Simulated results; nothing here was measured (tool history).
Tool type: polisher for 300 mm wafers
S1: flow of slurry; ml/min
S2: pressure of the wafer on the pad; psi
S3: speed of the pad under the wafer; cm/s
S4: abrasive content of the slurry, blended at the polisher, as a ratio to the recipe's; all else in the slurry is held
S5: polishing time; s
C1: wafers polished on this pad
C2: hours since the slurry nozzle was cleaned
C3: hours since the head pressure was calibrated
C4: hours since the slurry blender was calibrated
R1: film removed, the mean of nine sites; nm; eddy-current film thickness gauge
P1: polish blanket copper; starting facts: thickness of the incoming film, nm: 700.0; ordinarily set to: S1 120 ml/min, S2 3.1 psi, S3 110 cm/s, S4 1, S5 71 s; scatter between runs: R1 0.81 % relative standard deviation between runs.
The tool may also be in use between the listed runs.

Run 1, day 0.4: S1 120 ml/min, S2 3.1 psi, S3 110 cm/s, S4 1, S5 71 s; C1 777; C2 143.4; C3 155.8; C4 238.6. Result: R1 216.82 nm.
Run 2, day 1.142: S1 120 ml/min, S2 3.1 psi, S3 110 cm/s, S4 1.25, S5 71 s; C1 877; C2 161.2; C3 173.6; C4 256.4. Result: R1 228.86 nm.
Run 3, day 1.792: S1 120 ml/min, S2 3.1 psi, S3 110 cm/s, S4 1, S5 71 s; C1 965; C2 176.8; C3 189.2; C4 272. Result: R1 217.99 nm.
Run 4, day 2.179: S1 120 ml/min, S2 3.1 psi, S3 170 cm/s, S4 1, S5 71 s; C1 1017; C2 186.1; C3 198.5; C4 281.3. Result: R1 332.64 nm.
Run 5, day 2.646: S1 120 ml/min, S2 4.7 psi, S3 110 cm/s, S4 1, S5 71 s; C1 1080; C2 197.3; C3 209.7; C4 292.5. Result: R1 323.76 nm.
Run 6, day 3.271: S1 120 ml/min, S2 3.1 psi, S3 78 cm/s, S4 1, S5 71 s; C1 1164; C2 212.3; C3 224.7; C4 307.5. Result: R1 155.8 nm.
Run 7, day 3.779: S1 80 ml/min, S2 3.1 psi, S3 54 cm/s, S4 1, S5 71 s; C1 1233; C2 224.5; C3 236.9; C4 319.7. Result: R1 95.271 nm.
Run 8, day 4.229: S1 120 ml/min, S2 3.1 psi, S3 110 cm/s, S4 1, S5 96 s; C1 1294; C2 235.3; C3 247.7; C4 330.5. Result: R1 291.89 nm.
Run 9, day 4.8: S1 120 ml/min, S2 3.1 psi, S3 110 cm/s, S4 1, S5 71 s; C1 1371; C2 249; C3 261.4; C4 344.2. Result: R1 217.79 nm.
Run 10, day 5.458: S1 120 ml/min, S2 3.1 psi, S3 110 cm/s, S4 1, S5 46 s; C1 1459; C2 264.8; C3 277.2; C4 360. Result: R1 140.32 nm.
Run 11, day 5.817: S1 120 ml/min, S2 3.1 psi, S3 110 cm/s, S4 1, S5 71 s; C1 1508; C2 273.4; C3 285.8; C4 368.6. Result: R1 219.65 nm.
Run 12, day 6.496: S1 70 ml/min, S2 3.1 psi, S3 110 cm/s, S4 1, S5 71 s; C1 1599; C2 289.7; C3 302.1; C4 384.9. Result: R1 186.62 nm.
Run 13, day 6.912: S1 175 ml/min, S2 3.1 psi, S3 110 cm/s, S4 1, S5 71 s; C1 1656; C2 299.7; C3 312.1; C4 394.9. Result: R1 231.62 nm.
Run 14, day 7.362: S1 90 ml/min, S2 3.1 psi, S3 110 cm/s, S4 0.65, S5 71 s; C1 1716; C2 310.5; C3 322.9; C4 405.7. Result: R1 183.54 nm.
Run 15, day 8.021: S1 120 ml/min, S2 3.1 psi, S3 110 cm/s, S4 0.8, S5 38 s; C1 1805; C2 326.3; C3 338.7; C4 421.5. Result: R1 111.64 nm.
Run 16, day 8.667: S1 120 ml/min, S2 3.1 psi, S3 110 cm/s, S4 1, S5 71 s; C1 1892; C2 341.8; C3 354.2; C4 437. Result: R1 217.85 nm.
Run 17, day 9.225: S1 120 ml/min, S2 3.1 psi, S3 110 cm/s, S4 1, S5 71 s; C1 1968; C2 355.2; C3 367.6; C4 450.4. Result: R1 215.25 nm.
Run 18, day 9.583: S1 120 ml/min, S2 1.4 psi, S3 110 cm/s, S4 1, S5 71 s; C1 2016; C2 363.8; C3 376.2; C4 459. Result: R1 97.502 nm.
Run 19, day 10.079: S1 120 ml/min, S2 3.1 psi, S3 110 cm/s, S4 0.6, S5 71 s; C1 2083; C2 375.7; C3 388.1; C4 470.9. Result: R1 197.01 nm.
Run 20, day 10.829: S1 120 ml/min, S2 3.1 psi, S3 110 cm/s, S4 1, S5 71 s; C1 2184; C2 393.7; C3 406.1; C4 488.9. Result: R1 216.11 nm.
Run 21, day 11.546: S1 120 ml/min, S2 3.1 psi, S3 110 cm/s, S4 1, S5 71 s; C1 2281; C2 410.9; C3 423.3; C4 506.1. Result: R1 206.79 nm.
Run 22, day 12.308: S1 120 ml/min, S2 3.1 psi, S3 110 cm/s, S4 1, S5 71 s; C1 2384; C2 429.2; C3 441.6; C4 524.4. Result: R1 202.51 nm.
Run 23, day 12.675: S1 120 ml/min, S2 3.1 psi, S3 110 cm/s, S4 1, S5 71 s; C1 2433; C2 438; C3 450.4; C4 533.2. Result: R1 195.97 nm.
At day 13.242: slurry blender recalibrated.
Run 24, day 13.254: S1 120 ml/min, S2 3.1 psi, S3 110 cm/s, S4 1, S5 71 s; C1 2511; C2 451.9; C3 464.3; C4 0.3. Result: R1 196.35 nm.
Run 25, day 13.983: S1 120 ml/min, S2 3.1 psi, S3 110 cm/s, S4 1, S5 71 s; C1 2610; C2 469.4; C3 481.8; C4 17.8. Result: R1 195.98 nm.
Run 26, day 14.462: S1 120 ml/min, S2 3.1 psi, S3 110 cm/s, S4 1, S5 71 s; C1 2674; C2 480.9; C3 493.3; C4 29.3. Result: R1 192.7 nm.
At day 14.788: head pressure recalibrated.
Run 27, day 15.125: S1 120 ml/min, S2 3.1 psi, S3 110 cm/s, S4 1, S5 71 s; C1 2764; C2 496.8; C3 8.1; C4 45.2. Result: R1 191.83 nm.
Run 28, day 15.658: S1 120 ml/min, S2 3.1 psi, S3 110 cm/s, S4 1, S5 71 s; C1 2836; C2 509.6; C3 20.9; C4 58. Result: R1 189.37 nm.
Run 29, day 16.038: S1 120 ml/min, S2 3.1 psi, S3 110 cm/s, S4 1, S5 71 s; C1 2887; C2 518.7; C3 30; C4 67.1. Result: R1 189.67 nm.
Run 30, day 16.721: S1 120 ml/min, S2 3.1 psi, S3 110 cm/s, S4 1, S5 71 s; C1 2979; C2 535.1; C3 46.4; C4 83.5. Result: R1 194.91 nm.
Run 31, day 17.308: S1 120 ml/min, S2 3.1 psi, S3 110 cm/s, S4 1, S5 71 s; C1 3058; C2 549.2; C3 60.5; C4 97.6. Result: R1 191.3 nm.

The output of P1 has drifted from where it used to be. Each of the 2 causes below, taken at the size shown beside it, accounts for the log equally well:
A: removal rate lost through wear of the pad, % = 11.7
B: slurry flow missing at the pad, % = 37.6
The creep began at about day 10.829.
All other causes, with the reason each is excluded:
head's pressure below its setpoint, %: serviced at day 14.788, which brought nothing back
abrasive missing from the slurry, %: serviced at day 13.242, which brought nothing back

You are offered 4 check runs, listed below with question marks in place of their results; each one averages 5 wafers. Which run separates the listed causes by giving clearly different results for each?
Run check 1, day 17.896: S1 120 ml/min, S2 1.7 psi, S3 110 cm/s, S4 1, S5 71 s. Result: R1 ?.
Run check 2, day 17.896: S1 120 ml/min, S2 4.7 psi, S3 110 cm/s, S4 0.8, S5 71 s. Result: R1 ?.
Run check 3, day 17.896: S1 165 ml/min, S2 3.1 psi, S3 110 cm/s, S4 1, S5 71 s. Result: R1 ?.
Run check 4, day 17.896: S1 120 ml/min, S2 3.1 psi, S3 150 cm/s, S4 1, S5 71 s. Result: R1 ?.

What every check run would give for each of its results, assuming each possible cause in turn:
  check  result    if A    if B
check 1      R1  104.78  104.81
check 2      R1  276.33   276.4
check 3      R1   202.6  208.98
check 4      R1  260.54  260.61
Per check, the gap between the least separated pair of causes, taken in the result that splits them most: check 1 0.03 %; check 2 0.03 %; check 3 3.1 %; check 4 0.03 %
Of the check runs offered, only check 3 discriminates between the causes; the rest would read about the same regardless of which cause applies.

Here is what check 3 returned: R1 201.96 nm. Which cause is it?

The cause is A: removal rate lost through wear of the pad, %.

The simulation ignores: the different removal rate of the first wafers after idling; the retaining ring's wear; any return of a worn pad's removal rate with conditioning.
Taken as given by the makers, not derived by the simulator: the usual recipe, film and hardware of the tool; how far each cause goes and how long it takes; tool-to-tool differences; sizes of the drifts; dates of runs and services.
